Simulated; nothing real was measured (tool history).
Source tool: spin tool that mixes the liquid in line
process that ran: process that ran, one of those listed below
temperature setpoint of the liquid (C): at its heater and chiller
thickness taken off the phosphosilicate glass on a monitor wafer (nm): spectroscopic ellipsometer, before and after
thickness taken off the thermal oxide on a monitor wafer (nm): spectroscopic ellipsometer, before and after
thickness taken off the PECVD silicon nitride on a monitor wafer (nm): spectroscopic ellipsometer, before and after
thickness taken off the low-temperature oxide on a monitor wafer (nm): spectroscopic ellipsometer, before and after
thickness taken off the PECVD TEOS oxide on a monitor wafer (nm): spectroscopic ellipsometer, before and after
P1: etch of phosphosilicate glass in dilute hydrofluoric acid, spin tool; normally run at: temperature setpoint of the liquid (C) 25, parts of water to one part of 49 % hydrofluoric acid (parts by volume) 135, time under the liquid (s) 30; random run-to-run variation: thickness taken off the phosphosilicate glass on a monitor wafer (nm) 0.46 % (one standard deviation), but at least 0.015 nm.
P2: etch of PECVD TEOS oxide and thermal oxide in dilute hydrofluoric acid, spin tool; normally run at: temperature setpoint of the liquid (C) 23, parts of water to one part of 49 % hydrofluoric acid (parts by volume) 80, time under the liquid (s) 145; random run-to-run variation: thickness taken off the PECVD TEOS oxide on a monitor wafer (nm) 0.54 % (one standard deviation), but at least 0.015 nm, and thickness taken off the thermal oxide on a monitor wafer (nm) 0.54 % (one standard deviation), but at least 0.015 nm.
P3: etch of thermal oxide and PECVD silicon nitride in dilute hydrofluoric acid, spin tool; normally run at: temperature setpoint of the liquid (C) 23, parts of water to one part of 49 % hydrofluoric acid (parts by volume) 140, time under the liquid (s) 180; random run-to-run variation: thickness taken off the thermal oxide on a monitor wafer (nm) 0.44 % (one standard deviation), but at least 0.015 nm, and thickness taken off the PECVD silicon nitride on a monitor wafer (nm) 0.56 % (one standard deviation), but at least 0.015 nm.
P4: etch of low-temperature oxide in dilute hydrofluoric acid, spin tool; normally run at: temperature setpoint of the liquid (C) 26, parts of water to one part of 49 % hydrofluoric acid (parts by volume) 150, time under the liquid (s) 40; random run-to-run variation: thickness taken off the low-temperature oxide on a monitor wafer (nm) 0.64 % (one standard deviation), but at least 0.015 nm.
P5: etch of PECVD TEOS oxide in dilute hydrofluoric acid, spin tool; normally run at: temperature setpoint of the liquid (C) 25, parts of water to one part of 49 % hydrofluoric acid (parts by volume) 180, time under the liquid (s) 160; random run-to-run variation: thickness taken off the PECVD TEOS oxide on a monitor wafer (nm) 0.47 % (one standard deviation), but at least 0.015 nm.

run   hour  process that ran  temperature setpoint of the liquid (C)  parts of water to one part of 49 % hydrofluoric acid (parts by volume)  time under the liquid (s)  thickness taken off the phosphosilicate glass on a monitor wafer (nm)  thickness taken off the thermal oxide on a monitor wafer (nm)  thickness taken off the PECVD silicon nitride on a monitor wafer (nm)  thickness taken off the low-temperature oxide on a monitor wafer (nm)  thickness taken off the PECVD TEOS oxide on a monitor wafer (nm)
  1    9.9                P1                                      25                                                                     135                         30                                                                 43.609
  2   16.4                P3                                      23                                                                      75                        180                                                                                                                                11.294                                                                 12.514
  3   27.5                P4                                      18                                                                     150                         40                                                                                                                                                                                                                                                                              3.6252
  4   38.5                P1                                      25                                                                     135                         30                                                                 43.447
  5     47                P2                                      17                                                                      80                        145                                                                                                                                6.2388                                                                                                                                                                                                          13.957
  6   53.7                P1                                    17.5                                                                     185                         30                                                                  22.04
  7   64.4                P4                                      26                                                                     150                         40                                                                                                                                                                                                                                                                              4.9612
  8   73.5                P1                                      29                                                                     135                         30                                                                 49.769
  9   83.8                P4                                      26                                                                     150                         15                                                                                                                                                                                                                                                                              1.8493
 10   96.1                P4                                      26                                                                     150                         40                                                                                                                                                                                                                                                                              4.9674
 11  105.3                P1                                      25                                                                     135                         15                                                                 21.656
 12  114.2                P5                                      25                                                                     180                        160                                                                                                                                                                                                                                                                                                                                                 14.96
 13  124.5                P1                                    18.5                                                                     135                         30                                                                 33.336
 14  134.1                P1                                      25                                                                     135                         30                                                                 43.377
 15  140.8                P1                                    30.5                                                                     190                         30                                                                 35.453
 16  153.2                P1                                      25                                                                      80                         50                                                                 131.09
 17  159.9                P2                                      23                                                                     145                        145                                                                                                                                4.1636                                                                                                                                                                                                          9.1817
 18  166.3                P2                                      23                                                                      80                        145                                                                                                                                8.0289                                                                                                                                                                                                          18.016
 19  176.9                P2                                      23                                                                      80                        145                                                                                                                                8.0344                                                                                                                                                                                                          17.971
 20  188.5                P4                                      26                                                                      50                         40                                                                                                                                                                                                                                                                              17.133
 21  197.6                P1                                      25                                                                     135                         30                                                                 43.347
 22    207                P3                                      23                                                                     140                        180                                                                                                                                5.6771                                                                 6.8686
 23    217                P5                                      25                                                                     305                        160                                                                                                                                                                                                                                                                                                                                                7.8327
 24    230                P3                                      23                                                                     140                         30                                                                                                                               0.96358                                                                 1.1621
 25  237.9                P1                                      25                                                                      25                         30                                                                 269.96
 26  247.6                P2                                      23                                                                      80                         15                                                                                                                               0.83196                                                                                                                                                                                                          1.8647
 27  259.4                P1                                      25                                                                     135                         50                                                                 71.938
 28  269.8                P5                                      31                                                                     180                        160                                                                                                                                                                                                                                                                                                                                                18.548
 29  280.7                P1                                      25                                                                     135                         30                                                                 43.196
 30  286.5                P5                                      25                                                                     180                         15                                                                                                                                                                                                                                                                                                                                                1.4191
 31  297.7                P3                                    29.5                                                                     140                        180                                                                                                                                7.2127                                                                 10.361
 32    308                P1                                      25                                                                     210                         30                                                                 25.468
 33  320.6                P1                                      25                                                                     135                         30                                                                 43.691
 34  329.6                P1                                      25                                                                     135                         30                                                                  42.33
 35  342.8                P1                                      25                                                                     135                         30                                                                 41.556
 36  355.1                P1                                      25                                                                     135                         30                                                                 40.861
 37  364.3                P1                                      25                                                                     135                         30                                                                 40.899
 38  372.9                P1                                      25                                                                     135                         30                                                                 40.937
 39  378.8                P1                                      25                                                                     135                         30                                                                 40.796
 40  392.1                P1                                      25                                                                     135                         30                                                                 40.647
 41  401.2                P1                                      25                                                                     135                         30                                                                 40.718

Something has made what P1 gives creep away from where it was; the 2 causes below, each at its own stated size, fit the log equally well:
A: hydrofluoric acid flow below the setpoint (%) = 5.2
B: liquid colder than its thermometer reads (K) = 1.62
The gradual shift began around hour 320.6.

4 check runs are offered, one wafer each, their results left as question marks. Which one tells the causes apart?
check 1  410.3                P4                                      26                                                                     150                         40                                                                                                                                                                                                                                                                                   ?
check 2  410.3                P3                                      23                                                                     140                        180                                                                                                                                     ?                                                                      ?
check 3  410.3                P5                                      25                                                                     180                        160                                                                                                                                                                                                                                                                                                                                                     ?
check 4  410.3                P2                                      23                                                                      80                        145                                                                                                                                     ?                                                                                                                                                                                                               ?

Predicted outcomes, by check and by cause:
  check                                                                 result    if A    if B
check 1  thickness taken off the low-temperature oxide on a monitor wafer (nm)  4.6793  4.6888
check 2          thickness taken off the thermal oxide on a monitor wafer (nm)  5.3039  5.2963
check 2  thickness taken off the PECVD silicon nitride on a monitor wafer (nm)  6.5175  6.1751
check 3       thickness taken off the PECVD TEOS oxide on a monitor wafer (nm)  14.061  14.116
check 4          thickness taken off the thermal oxide on a monitor wafer (nm)  7.5689  7.5136
check 4       thickness taken off the PECVD TEOS oxide on a monitor wafer (nm)   16.97  16.846
Separation of the two closest causes in each check, using whichever result separates them best: check 1 0.2 %; check 2 5.4 %; check 3 0.39 %; check 4 0.73 %
Only check 2 tells the causes apart: in the others they would give nearly the same result.

The results of check 2 are: thickness taken off the thermal oxide on a monitor wafer (nm) 5.2727; thickness taken off the PECVD silicon nitride on a monitor wafer (nm) 6.5727. Based on these, which of the listed causes is it?

It was cause A: hydrofluoric acid flow below the setpoint (%).
